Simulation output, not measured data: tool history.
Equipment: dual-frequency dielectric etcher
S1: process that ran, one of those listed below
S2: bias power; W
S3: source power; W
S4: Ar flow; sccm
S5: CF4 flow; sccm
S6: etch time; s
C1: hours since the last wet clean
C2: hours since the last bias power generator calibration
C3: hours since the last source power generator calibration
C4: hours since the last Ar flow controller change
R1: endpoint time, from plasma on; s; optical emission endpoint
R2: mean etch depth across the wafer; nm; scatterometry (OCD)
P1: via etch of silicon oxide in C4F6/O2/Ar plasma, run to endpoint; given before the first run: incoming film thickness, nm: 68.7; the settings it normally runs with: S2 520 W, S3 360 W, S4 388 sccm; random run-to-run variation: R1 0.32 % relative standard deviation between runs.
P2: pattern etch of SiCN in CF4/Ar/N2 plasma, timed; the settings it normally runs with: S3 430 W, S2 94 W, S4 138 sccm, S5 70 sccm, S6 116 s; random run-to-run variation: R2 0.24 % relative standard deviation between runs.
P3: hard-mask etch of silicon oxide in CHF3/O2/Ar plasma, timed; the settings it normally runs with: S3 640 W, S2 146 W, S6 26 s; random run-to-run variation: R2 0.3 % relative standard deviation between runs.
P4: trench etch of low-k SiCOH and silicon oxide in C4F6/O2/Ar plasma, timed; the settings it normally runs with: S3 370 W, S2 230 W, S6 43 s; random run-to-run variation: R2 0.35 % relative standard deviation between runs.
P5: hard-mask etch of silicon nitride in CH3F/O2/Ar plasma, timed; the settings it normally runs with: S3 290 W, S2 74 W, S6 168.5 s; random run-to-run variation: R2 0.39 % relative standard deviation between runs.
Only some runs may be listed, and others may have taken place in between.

{"run": 1, "hour": 2.8, "S1": "P1", "S2": 520, "S3": 360, "S4": 388, "C1": 186.6, "C2": 708.3, "C3": 1121.8, "C4": 952.2, "R1": 15.948}
{"run": 2, "hour": 6.2, "S1": "P1", "S2": 365, "S3": 230, "S4": 388, "C1": 190, "C2": 711.7, "C3": 1125.2, "C4": 955.6, "R1": 21.364}
{"run": 3, "hour": 11.1, "S1": "P1", "S2": 520, "S3": 360, "S4": 388, "C1": 194.9, "C2": 716.6, "C3": 1130.1, "C4": 960.5, "R1": 15.876}
{"run": 4, "hour": 13.8, "S1": "P2", "S2": 94, "S3": 430, "S4": 138, "S5": 91, "S6": 116, "C1": 197.6, "C2": 719.3, "C3": 1132.8, "C4": 963.2, "R2": 106.52}
{"run": 5, "hour": 16.1, "S1": "P5", "S2": 91, "S3": 290, "S6": 168.5, "C1": 199.9, "C2": 721.6, "C3": 1135.1, "C4": 965.5, "R2": 113.94}
{"run": 6, "hour": 18.8, "S1": "P5", "S2": 74, "S3": 290, "S6": 107.5, "C1": 202.6, "C2": 724.3, "C3": 1137.8, "C4": 968.2, "R2": 66.988}
{"run": 7, "hour": 21.2, "S1": "P2", "S2": 94, "S3": 430, "S4": 169, "S5": 70, "S6": 116, "C1": 205, "C2": 726.7, "C3": 1140.2, "C4": 970.6, "R2": 99.668}
{"run": 8, "hour": 24.1, "S1": "P2", "S2": 94, "S3": 430, "S4": 138, "S5": 70, "S6": 150, "C1": 207.9, "C2": 729.6, "C3": 1143.1, "C4": 973.5, "R2": 132.02}
{"run": 9, "hour": 28.1, "S1": "P3", "S2": 205, "S3": 640, "S6": 26, "C1": 211.9, "C2": 733.6, "C3": 1147.1, "C4": 977.5, "R2": 55.566}
{"run": 10, "hour": 30.8, "S1": "P1", "S2": 709, "S3": 360, "S4": 388, "C1": 214.6, "C2": 736.3, "C3": 1149.8, "C4": 980.2, "R1": 14.153}
{"run": 11, "hour": 34.8, "S1": "P2", "S2": 94, "S3": 280, "S4": 138, "S5": 70, "S6": 116, "C1": 218.6, "C2": 740.3, "C3": 1153.8, "C4": 984.2, "R2": 70.78}
{"run": 12, "hour": 38.8, "S1": "P1", "S2": 315, "S3": 360, "S4": 388, "C1": 222.6, "C2": 744.3, "C3": 1157.8, "C4": 988.2, "R1": 19.111}
{"run": 13, "hour": 43.4, "S1": "P1", "S2": 520, "S3": 360, "S4": 285, "C1": 227.2, "C2": 748.9, "C3": 1162.4, "C4": 992.8, "R1": 15.342}
{"run": 14, "hour": 48.4, "S1": "P1", "S2": 683, "S3": 360, "S4": 300, "C1": 232.2, "C2": 753.9, "C3": 1167.4, "C4": 997.8, "R1": 13.914}
{"run": 15, "hour": 51.0, "S1": "P4", "S2": 230, "S3": 370, "S6": 43, "C1": 234.8, "C2": 756.5, "C3": 1170, "C4": 1000.4, "R2": 146.09}
{"run": 16, "hour": 54.8, "S1": "P1", "S2": 520, "S3": 360, "S4": 388, "C1": 238.6, "C2": 760.3, "C3": 1173.8, "C4": 1004.2, "R1": 16.013}
{"run": 17, "hour": 59.6, "S1": "P4", "S2": 321, "S3": 370, "S6": 43, "C1": 243.4, "C2": 765.1, "C3": 1178.6, "C4": 1009, "R2": 163.81}
{"run": 18, "hour": 63.4, "S1": "P1", "S2": 520, "S3": 240, "S4": 388, "C1": 247.2, "C2": 768.9, "C3": 1182.4, "C4": 1012.8, "R1": 18.53}
{"run": 19, "hour": 66.3, "S1": "P3", "S2": 146, "S3": 640, "S6": 17, "C1": 250.1, "C2": 771.8, "C3": 1185.3, "C4": 1015.7, "R2": 32.394}
{"run": 20, "hour": 68.9, "S1": "P4", "S2": 230, "S3": 370, "S6": 62.5, "C1": 252.7, "C2": 774.4, "C3": 1187.9, "C4": 1018.3, "R2": 212.07}
{"run": 21, "hour": 71.3, "S1": "P3", "S2": 146, "S3": 640, "S6": 26, "C1": 255.1, "C2": 776.8, "C3": 1190.3, "C4": 1020.7, "R2": 49.749}
{"run": 22, "hour": 75.3, "S1": "P5", "S2": 74, "S3": 370, "S6": 168.5, "C1": 259.1, "C2": 780.8, "C3": 1194.3, "C4": 1024.7, "R2": 115.44}
{"run": 23, "hour": 79.2, "S1": "P1", "S2": 520, "S3": 360, "S4": 496, "C1": 263, "C2": 784.7, "C3": 1198.2, "C4": 1028.6, "R1": 16.387}
{"run": 24, "hour": 81.7, "S1": "P2", "S2": 117, "S3": 430, "S4": 138, "S5": 70, "S6": 116, "C1": 265.5, "C2": 787.2, "C3": 1200.7, "C4": 1031.1, "R2": 111.46}
{"run": 25, "hour": 85.5, "S1": "P1", "S2": 520, "S3": 360, "S4": 388, "C1": 269.3, "C2": 791, "C3": 1204.5, "C4": 1034.9, "R1": 15.936}
{"run": 26, "hour": 89.6, "S1": "P2", "S2": 94, "S3": 430, "S4": 138, "S5": 70, "S6": 116, "C1": 273.4, "C2": 795.1, "C3": 1208.6, "C4": 1039, "R2": 102.98}
{"run": 27, "hour": 94.6, "S1": "P5", "S2": 74, "S3": 290, "S6": 168.5, "C1": 278.4, "C2": 800.1, "C3": 1213.6, "C4": 1044, "R2": 105.34}
{"run": 28, "hour": 99.5, "S1": "P4", "S2": 230, "S3": 280, "S6": 43, "C1": 283.3, "C2": 805, "C3": 1218.5, "C4": 1048.9, "R2": 130.64}
{"run": 29, "hour": 104.0, "S1": "P3", "S2": 146, "S3": 780, "S6": 26, "C1": 287.8, "C2": 809.5, "C3": 1223, "C4": 1053.4, "R2": 53.683}
{"run": 30, "hour": 106.6, "S1": "P5", "S2": 74, "S3": 290, "S6": 168.5, "C1": 290.4, "C2": 812.1, "C3": 1225.6, "C4": 1056, "R2": 104.84}
{"run": 31, "hour": 108.8, "S1": "P1", "S2": 520, "S3": 470, "S4": 388, "C1": 292.6, "C2": 814.3, "C3": 1227.8, "C4": 1058.2, "R1": 14.377}
{"run": 32, "hour": 113.4, "S1": "P1", "S2": 520, "S3": 360, "S4": 388, "C1": 297.2, "C2": 818.9, "C3": 1232.4, "C4": 1062.8, "R1": 15.874}
{"run": 33, "hour": 117.0, "S1": "P1", "S2": 520, "S3": 360, "S4": 388, "C1": 300.8, "C2": 822.5, "C3": 1236, "C4": 1066.4, "R1": 15.964}
{"run": 34, "hour": 121.8, "S1": "P1", "S2": 520, "S3": 360, "S4": 388, "C1": 305.6, "C2": 827.3, "C3": 1240.8, "C4": 1071.2, "R1": 16}
{"run": 35, "hour": 126.3, "S1": "P1", "S2": 520, "S3": 360, "S4": 388, "C1": 310.1, "C2": 831.8, "C3": 1245.3, "C4": 1075.7, "R1": 15.795}
{"run": 36, "hour": 130.1, "S1": "P1", "S2": 520, "S3": 360, "S4": 388, "C1": 313.9, "C2": 835.6, "C3": 1249.1, "C4": 1079.5, "R1": 15.844}
{"run": 37, "hour": 134.0, "S1": "P1", "S2": 520, "S3": 360, "S4": 388, "C1": 317.8, "C2": 839.5, "C3": 1253, "C4": 1083.4, "R1": 15.703}
{"run": 38, "hour": 137.6, "S1": "P1", "S2": 520, "S3": 360, "S4": 388, "C1": 321.4, "C2": 843.1, "C3": 1256.6, "C4": 1087, "R1": 15.769}
{"run": 39, "hour": 142.3, "S1": "P1", "S2": 520, "S3": 360, "S4": 388, "C1": 326.1, "C2": 847.8, "C3": 1261.3, "C4": 1091.7, "R1": 15.731}
{"hour": 144.5, "done": "wet clean of the chamber"}
{"hour": 144.9, "done": "Ar flow controller replaced"}
{"run": 40, "hour": 147.3, "S1": "P1", "S2": 520, "S3": 360, "S4": 388, "C1": 2.8, "C2": 852.8, "C3": 1266.3, "C4": 2.4, "R1": 15.753}
{"run": 41, "hour": 151.9, "S1": "P1", "S2": 520, "S3": 360, "S4": 388, "C1": 7.4, "C2": 857.4, "C3": 1270.9, "C4": 7, "R1": 15.681}
{"run": 42, "hour": 154.3, "S1": "P1", "S2": 520, "S3": 360, "S4": 388, "C1": 9.8, "C2": 859.8, "C3": 1273.3, "C4": 9.4, "R1": 15.654}

Something has made what P1 gives creep away from where it was; the 2 causes below, each at its own stated size, fit the log equally well:
A: bias power that arrives over what is set, % = 4.24
B: source power that arrives over what is set, % = 4.38
The onset of the drift is placed at about hour 121.8.
Why every other cause is out:
chamber walls in a state that raises the etch rate, %: serviced at hour 144.5, which brought nothing back
Ar flow that arrives under what is set, %: serviced at hour 144.9, which brought nothing back

Question marks stand in for the results of the 4 check runs listed below, each run on one wafer. Under which run would the listed causes show clearly different results?
{"run": "check 1", "hour": 156.7, "S1": "P5", "S2": 74, "S3": 290, "S6": 168.5, "R2": "?"}
{"run": "check 2", "hour": 156.7, "S1": "P3", "S2": 146, "S3": 640, "S6": 26, "R2": "?"}
{"run": "check 3", "hour": 156.7, "S1": "P4", "S2": 230, "S3": 370, "S6": 43, "R2": "?"}
{"run": "check 4", "hour": 156.7, "S1": "P2", "S2": 94, "S3": 430, "S4": 138, "S5": 70, "S6": 116, "R2": "?"}

If the cause were each of the candidates in turn, the checks would give the following:
check=check_1 result=R2 if_A=107 if_B=107.14
check=check_2 result=R2 if_A=50.514 if_B=50.681
check=check_3 result=R2 if_A=147.54 if_B=147.91
check=check_4 result=R2 if_A=104.43 if_B=106.66
Minimum pairwise separation of causes per check, each pair taken at its best-separating result: check 1 0.14 %; check 2 0.33 %; check 3 0.25 %; check 4 2.12 %
Of the check runs offered, only check 4 discriminates between the causes; the rest would read about the same regardless of which cause applies.

Then check 4 was run and gave: R2 106.51 nm. Which cause is it?

Of the candidate causes, it is B: source power that arrives over what is set, %.
